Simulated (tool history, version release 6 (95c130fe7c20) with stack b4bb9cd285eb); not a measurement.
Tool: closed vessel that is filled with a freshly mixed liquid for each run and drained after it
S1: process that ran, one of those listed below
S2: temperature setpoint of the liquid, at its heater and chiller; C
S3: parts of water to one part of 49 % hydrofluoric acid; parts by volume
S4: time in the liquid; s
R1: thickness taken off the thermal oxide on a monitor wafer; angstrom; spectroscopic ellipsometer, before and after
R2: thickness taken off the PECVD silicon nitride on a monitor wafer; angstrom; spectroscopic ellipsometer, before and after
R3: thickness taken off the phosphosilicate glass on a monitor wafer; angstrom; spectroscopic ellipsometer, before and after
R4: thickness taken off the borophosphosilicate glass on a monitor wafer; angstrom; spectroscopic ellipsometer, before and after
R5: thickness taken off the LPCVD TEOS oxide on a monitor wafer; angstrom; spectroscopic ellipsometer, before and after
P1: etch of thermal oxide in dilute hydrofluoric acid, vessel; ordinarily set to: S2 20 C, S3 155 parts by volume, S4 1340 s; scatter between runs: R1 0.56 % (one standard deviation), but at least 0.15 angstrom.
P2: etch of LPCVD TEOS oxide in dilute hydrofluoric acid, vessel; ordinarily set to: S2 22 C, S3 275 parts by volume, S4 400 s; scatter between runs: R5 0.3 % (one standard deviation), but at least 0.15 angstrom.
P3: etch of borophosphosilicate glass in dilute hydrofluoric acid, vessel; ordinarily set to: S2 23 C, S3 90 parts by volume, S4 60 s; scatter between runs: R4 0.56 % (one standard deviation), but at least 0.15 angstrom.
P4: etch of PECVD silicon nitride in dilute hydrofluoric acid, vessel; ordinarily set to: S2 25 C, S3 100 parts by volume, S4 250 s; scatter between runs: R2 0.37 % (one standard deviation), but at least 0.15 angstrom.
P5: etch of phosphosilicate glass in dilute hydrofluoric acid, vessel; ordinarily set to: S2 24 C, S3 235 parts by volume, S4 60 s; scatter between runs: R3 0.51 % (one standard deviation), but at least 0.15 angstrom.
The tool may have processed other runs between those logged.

run,day,S1,S2,S3,S4,R1,R2,R3,R4,R5
1,0.379,P1,20,155,1340,362.71,,,,
2,0.679,P1,28,155,2245,831.07,,,,
3,1.088,P1,17,155,1340,322.19,,,,
4,1.3,P4,25,25,250,,350.84,,,
5,1.712,P5,24,405,60,,,157.13,,
6,1.954,P3,17,90,60,,,,204.42,
7,2.342,P1,24.5,155,1340,429.78,,,,
8,2.617,P3,23,90,60,,,,261.1,
9,2.954,P3,23,90,30,,,,132.14,
10,3.154,P3,23,30,60,,,,851.33,
11,3.388,P1,20,280,2075,277.68,,,,
12,3.621,P1,20,155,375,101.79,,,,
13,3.854,P1,20,155,1340,362.36,,,,
14,4.262,P1,20,90,1340,668.4,,,,
15,4.454,P4,32.5,100,250,,145.67,,,
16,4.892,P2,22,275,760,,,,,404.64
17,5.092,P2,22,85,400,,,,,843.43
18,5.404,P1,20,155,1340,364.1,,,,
19,5.804,P5,24,235,30,,,159.18,,
20,6.138,P5,18.5,235,60,,,258.38,,
21,6.525,P1,20,155,1340,362.67,,,,
22,6.721,P2,22,275,400,,,,,212.25
23,6.992,P5,24,235,60,,,317.45,,
24,7.321,P1,20,100,575,256.25,,,,
25,7.692,P3,23,90,60,,,,259.42,
26,7.942,P4,25,100,400,,145.16,,,
27,8.233,P2,17,275,400,,,,,176.22
28,8.621,P1,20,155,2240,603.1,,,,
29,8.975,P2,22,275,400,,,,,213.08
30,9.233,P4,25,100,250,,89.792,,,
31,9.55,P1,20,275,1340,183.65,,,,
32,9.746,P1,20,155,1340,363.6,,,,
33,9.996,P1,20,155,1340,371.3,,,,
34,10.204,P1,20,155,1340,378.56,,,,
35,10.538,P1,20,155,1340,385.49,,,,
36,10.967,P1,20,155,1340,386.62,,,,
37,11.375,P1,20,155,1340,390.46,,,,
38,11.592,P1,20,155,1340,393.92,,,,
39,11.858,P1,20,155,1340,393.49,,,,
40,12.283,P1,20,155,1340,392.58,,,,
41,12.633,P1,20,155,1340,396.21,,,,
42,13.017,P1,20,155,1340,393.15,,,,
43,13.233,P1,20,155,1340,395.72,,,,

Compared with where it was, what P1 gives has crept away. Each cause listed below fits the log as well as the rest, at the size given for it:
A: hydrofluoric acid flow above the setpoint (%) = 7.64
B: liquid hotter than its thermometer reads (K) = 2.17
At approximately day 9.746, the process output began to creep.

Each of the 4 check runs below uses one wafer; its results are left as question marks. Which run tells the causes apart?
check 1,13.45,P4,29,55,250,,?,,,
check 2,13.45,P3,17,90,60,,,,?,
check 3,13.45,P2,17,145,400,,,,,?
check 4,13.45,P5,19,235,60,,,?,,

If the cause were each of the candidates in turn, the checks would give the following:
check,result,if A,if B
check 1,R2,228.46,244.23
check 2,R4,221.33,223.73
check 3,R5,409.51,411.37
check 4,R3,290.48,288.41
Distance between the nearest two causes, measured in the result of the check that separates them most: check 1 6.67 %; check 2 1.08 %; check 3 0.45 %; check 4 0.72 %
The other checks would show nearly matching results whichever cause is true, so check 1 is the only one that separates the causes.

Then check 1 was run and gave: R2 228.49 angstrom. Which cause is it?

Of the candidate causes, it is A: hydrofluoric acid flow above the setpoint (%).
